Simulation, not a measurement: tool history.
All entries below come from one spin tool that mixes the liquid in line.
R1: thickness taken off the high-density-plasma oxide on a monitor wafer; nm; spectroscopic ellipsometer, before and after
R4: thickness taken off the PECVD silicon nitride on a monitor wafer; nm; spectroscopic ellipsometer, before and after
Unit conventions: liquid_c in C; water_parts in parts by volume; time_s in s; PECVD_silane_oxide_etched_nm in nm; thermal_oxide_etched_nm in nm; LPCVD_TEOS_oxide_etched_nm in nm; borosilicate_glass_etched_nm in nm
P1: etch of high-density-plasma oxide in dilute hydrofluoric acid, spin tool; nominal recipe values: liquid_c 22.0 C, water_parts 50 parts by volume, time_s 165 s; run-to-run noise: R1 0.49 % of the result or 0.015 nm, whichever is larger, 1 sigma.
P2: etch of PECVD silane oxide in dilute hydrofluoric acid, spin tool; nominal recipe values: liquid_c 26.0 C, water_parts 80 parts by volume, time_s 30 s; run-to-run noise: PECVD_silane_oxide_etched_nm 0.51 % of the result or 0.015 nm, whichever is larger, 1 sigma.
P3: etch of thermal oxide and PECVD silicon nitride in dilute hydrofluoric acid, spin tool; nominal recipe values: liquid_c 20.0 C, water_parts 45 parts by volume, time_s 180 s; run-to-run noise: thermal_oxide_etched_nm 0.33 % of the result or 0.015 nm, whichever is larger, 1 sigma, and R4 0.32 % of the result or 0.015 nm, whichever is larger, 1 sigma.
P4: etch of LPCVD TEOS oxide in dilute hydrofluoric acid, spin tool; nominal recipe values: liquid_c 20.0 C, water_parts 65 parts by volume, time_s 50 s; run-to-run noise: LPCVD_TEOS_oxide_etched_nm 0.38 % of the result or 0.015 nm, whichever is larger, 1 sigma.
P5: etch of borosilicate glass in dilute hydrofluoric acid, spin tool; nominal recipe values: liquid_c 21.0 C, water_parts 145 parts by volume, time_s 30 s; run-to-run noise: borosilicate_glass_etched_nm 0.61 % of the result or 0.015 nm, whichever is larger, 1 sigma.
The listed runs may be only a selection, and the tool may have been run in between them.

run 1 hour=7.5 | process=P1 liquid_c=22.0 water_parts=50 time_s=165 | R1=16.1480
run 2 hour=13.4 | process=P2 liquid_c=26.0 water_parts=80 time_s=15 | PECVD_silane_oxide_etched_nm=4.0397
run 3 hour=22.1 | process=P2 liquid_c=26.0 water_parts=80 time_s=30 | PECVD_silane_oxide_etched_nm=7.9632
run 4 hour=31.9 | process=P3 liquid_c=20.0 water_parts=20 time_s=180 | thermal_oxide_etched_nm=39.4890 R4=16.2820
run 5 hour=44.8 | process=P1 liquid_c=18.5 water_parts=50 time_s=165 | R1=13.9230
run 6 hour=53.2 | process=P1 liquid_c=22.0 water_parts=50 time_s=165 | R1=16.0800
run 7 hour=64.4 | process=P1 liquid_c=25.5 water_parts=50 time_s=165 | R1=18.6340
run 8 hour=77.6 | process=P1 liquid_c=22.0 water_parts=50 time_s=165 | R1=16.1930
run 9 hour=84.7 | process=P3 liquid_c=20.0 water_parts=45 time_s=180 | thermal_oxide_etched_nm=17.0330 R4=7.4459
run 10 hour=95.8 | process=P4 liquid_c=20.0 water_parts=20 time_s=50 | LPCVD_TEOS_oxide_etched_nm=80.8700
run 11 hour=103.3 | process=P1 liquid_c=22.0 water_parts=50 time_s=305 | R1=29.7990
run 12 hour=112.7 | process=P3 liquid_c=26.0 water_parts=45 time_s=180 | thermal_oxide_etched_nm=21.9870 R4=11.2160
run 13 hour=124.4 | process=P1 liquid_c=22.0 water_parts=50 time_s=165 | R1=16.1830
run 14 hour=136.6 | process=P4 liquid_c=20.0 water_parts=65 time_s=20 | LPCVD_TEOS_oxide_etched_nm=9.4764
run 15 hour=144.8 | process=P3 liquid_c=20.0 water_parts=45 time_s=180 | thermal_oxide_etched_nm=17.0200 R4=7.4420
run 16 hour=151.4 | process=P1 liquid_c=22.0 water_parts=75 time_s=165 | R1=10.3840
run 17 hour=162.2 | process=P5 liquid_c=17.0 water_parts=145 time_s=30 | borosilicate_glass_etched_nm=4.0565
run 18 hour=171.5 | process=P1 liquid_c=22.0 water_parts=50 time_s=165 | R1=16.1510
run 19 hour=183.8 | process=P5 liquid_c=21.0 water_parts=145 time_s=30 | borosilicate_glass_etched_nm=4.7854
run 20 hour=194.7 | process=P1 liquid_c=22.0 water_parts=50 time_s=165 | R1=16.2420
run 21 hour=205.1 | process=P2 liquid_c=26.0 water_parts=20 time_s=30 | PECVD_silane_oxide_etched_nm=34.8060
run 22 hour=211.1 | process=P1 liquid_c=22.0 water_parts=20 time_s=275 | R1=69.8300
run 23 hour=220.8 | process=P1 liquid_c=22.0 water_parts=50 time_s=165 | R1=16.1300
run 24 hour=229.7 | process=P4 liquid_c=20.0 water_parts=65 time_s=50 | LPCVD_TEOS_oxide_etched_nm=23.7510
run 25 hour=242.6 | process=P4 liquid_c=17.0 water_parts=65 time_s=50 | LPCVD_TEOS_oxide_etched_nm=20.8560
run 26 hour=250.0 | process=P4 liquid_c=20.0 water_parts=65 time_s=50 | LPCVD_TEOS_oxide_etched_nm=23.7470
run 27 hour=256.6 | process=P5 liquid_c=21.0 water_parts=145 time_s=60 | borosilicate_glass_etched_nm=9.5979
run 28 hour=267.1 | process=P3 liquid_c=20.0 water_parts=45 time_s=15 | thermal_oxide_etched_nm=1.4157 R4=0.6267
run 29 hour=279.5 | process=P5 liquid_c=21.0 water_parts=70 time_s=30 | borosilicate_glass_etched_nm=10.9000
run 30 hour=286.8 | process=P2 liquid_c=30.0 water_parts=80 time_s=30 | PECVD_silane_oxide_etched_nm=9.3245
run 31 hour=292.7 | process=P1 liquid_c=22.0 water_parts=25 time_s=165 | R1=33.6250
run 32 hour=302.4 | process=P1 liquid_c=22.0 water_parts=50 time_s=40 | R1=3.8833
run 33 hour=312.7 | process=P1 liquid_c=22.0 water_parts=50 time_s=165 | R1=16.1320
run 34 hour=320.8 | process=P1 liquid_c=22.0 water_parts=50 time_s=165 | R1=15.7130
run 35 hour=331.4 | process=P1 liquid_c=22.0 water_parts=50 time_s=165 | R1=15.5840
run 36 hour=342.3 | process=P1 liquid_c=22.0 water_parts=50 time_s=165 | R1=15.2560
run 37 hour=353.7 | process=P1 liquid_c=22.0 water_parts=50 time_s=165 | R1=15.1550
run 38 hour=363.7 | process=P1 liquid_c=22.0 water_parts=50 time_s=165 | R1=15.2400

Run 39 has not been measured yet. What should we expect?
run 39 hour=370.4 | process=P1 liquid_c=22.0 water_parts=50 time_s=165 | R1=?

{"run 39": {"R1": 15.026}}

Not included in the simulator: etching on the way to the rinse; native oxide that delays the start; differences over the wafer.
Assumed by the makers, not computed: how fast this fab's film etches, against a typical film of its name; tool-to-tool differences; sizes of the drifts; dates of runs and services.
